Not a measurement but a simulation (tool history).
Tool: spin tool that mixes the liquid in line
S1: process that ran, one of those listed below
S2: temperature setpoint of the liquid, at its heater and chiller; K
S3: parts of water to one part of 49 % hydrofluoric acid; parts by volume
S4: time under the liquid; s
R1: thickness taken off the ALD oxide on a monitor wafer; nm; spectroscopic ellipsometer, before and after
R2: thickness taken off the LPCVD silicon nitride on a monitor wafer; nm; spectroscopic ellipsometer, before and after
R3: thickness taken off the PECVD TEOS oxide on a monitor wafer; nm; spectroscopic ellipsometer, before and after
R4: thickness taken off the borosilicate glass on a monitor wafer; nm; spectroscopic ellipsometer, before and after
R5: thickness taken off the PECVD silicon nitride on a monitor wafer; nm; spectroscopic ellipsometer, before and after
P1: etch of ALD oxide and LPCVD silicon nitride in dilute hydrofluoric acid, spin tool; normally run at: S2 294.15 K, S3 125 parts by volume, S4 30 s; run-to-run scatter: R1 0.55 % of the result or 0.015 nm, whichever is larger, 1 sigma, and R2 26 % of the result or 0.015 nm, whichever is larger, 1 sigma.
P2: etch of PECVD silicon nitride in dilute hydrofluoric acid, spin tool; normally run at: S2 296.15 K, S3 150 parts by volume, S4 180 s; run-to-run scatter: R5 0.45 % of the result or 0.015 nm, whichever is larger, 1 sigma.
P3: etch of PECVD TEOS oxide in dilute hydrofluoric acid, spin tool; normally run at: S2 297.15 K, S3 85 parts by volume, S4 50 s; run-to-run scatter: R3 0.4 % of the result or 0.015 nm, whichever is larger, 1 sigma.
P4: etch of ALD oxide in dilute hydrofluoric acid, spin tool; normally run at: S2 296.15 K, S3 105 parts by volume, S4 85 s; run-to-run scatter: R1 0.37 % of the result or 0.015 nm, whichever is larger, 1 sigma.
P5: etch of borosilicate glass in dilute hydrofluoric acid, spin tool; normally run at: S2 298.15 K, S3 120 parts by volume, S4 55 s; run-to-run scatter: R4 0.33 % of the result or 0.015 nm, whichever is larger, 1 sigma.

Run 1, hour 9.6: S1 P1, S2 294.15 K, S3 125 parts by volume, S4 30 s. Result: R1 6.7613 nm, R2 0.12574 nm.
Run 2, hour 17.6: S1 P1, S2 294.15 K, S3 125 parts by volume, S4 30 s. Result: R1 6.7419 nm, R2 0.083006 nm.
Run 3, hour 26.9: S1 P3, S2 297.15 K, S3 85 parts by volume, S4 50 s. Result: R3 5.9726 nm.
Run 4, hour 32: S1 P3, S2 297.15 K, S3 145 parts by volume, S4 50 s. Result: R3 3.2474 nm.
Run 5, hour 39.7: S1 P1, S2 290.15 K, S3 125 parts by volume, S4 30 s. Result: R1 5.7348 nm, R2 0.053901 nm.
Run 6, hour 47.6: S1 P5, S2 303.15 K, S3 120 parts by volume, S4 55 s. Result: R4 17.702 nm.
Run 7, hour 55.6: S1 P1, S2 294.15 K, S3 80 parts by volume, S4 30 s. Result: R1 11.023 nm, R2 0.16986 nm.
Run 8, hour 62.6: S1 P1, S2 294.15 K, S3 125 parts by volume, S4 15 s. Result: R1 3.3864 nm, R2 0.079389 nm.
Run 9, hour 72.3: S1 P1, S2 294.15 K, S3 200 parts by volume, S4 30 s. Result: R1 3.884 nm, R2 0.061375 nm.
Run 10, hour 77.8: S1 P1, S2 294.15 K, S3 125 parts by volume, S4 30 s. Result: R1 6.7538 nm, R2 0.11177 nm.
Run 11, hour 84: S1 P2, S2 296.15 K, S3 150 parts by volume, S4 180 s. Result: R5 6.2922 nm.
Run 12, hour 89.3: S1 P2, S2 290.15 K, S3 150 parts by volume, S4 180 s. Result: R5 4.2643 nm.
Run 13, hour 96.9: S1 P1, S2 300.65 K, S3 125 parts by volume, S4 30 s. Result: R1 8.6483 nm, R2 0.089385 nm.
Run 14, hour 107.8: S1 P1, S2 294.15 K, S3 125 parts by volume, S4 30 s. Result: R1 6.7836 nm, R2 0.057797 nm.
Run 15, hour 115.5: S1 P5, S2 298.15 K, S3 120 parts by volume, S4 55 s. Result: R4 14.648 nm.
Run 16, hour 125.6: S1 P4, S2 296.15 K, S3 65 parts by volume, S4 85 s. Result: R1 33.334 nm.
Run 17, hour 133.1: S1 P3, S2 297.15 K, S3 85 parts by volume, S4 50 s. Result: R3 6.0112 nm.
Run 18, hour 137.9: S1 P1, S2 294.15 K, S3 125 parts by volume, S4 30 s. Result: R1 6.7135 nm, R2 0.12376 nm.
Run 19, hour 144.6: S1 P5, S2 298.15 K, S3 120 parts by volume, S4 55 s. Result: R4 14.668 nm.
Run 20, hour 153.9: S1 P1, S2 290.15 K, S3 80 parts by volume, S4 30 s. Result: R1 9.374 nm, R2 0.08222 nm.
Run 21, hour 160.1: S1 P1, S2 294.15 K, S3 125 parts by volume, S4 30 s. Result: R1 6.6944 nm, R2 0.072846 nm.
Run 22, hour 166.4: S1 P1, S2 294.15 K, S3 125 parts by volume, S4 55 s. Result: R1 12.375 nm, R2 0.26377 nm.

The next listed run, before its measurement:
Run 23, hour 176.3: S1 P4, S2 296.15 K, S3 105 parts by volume, S4 85 s. Result: R1 ?.

Run 23 gave R1 19.663 nm.
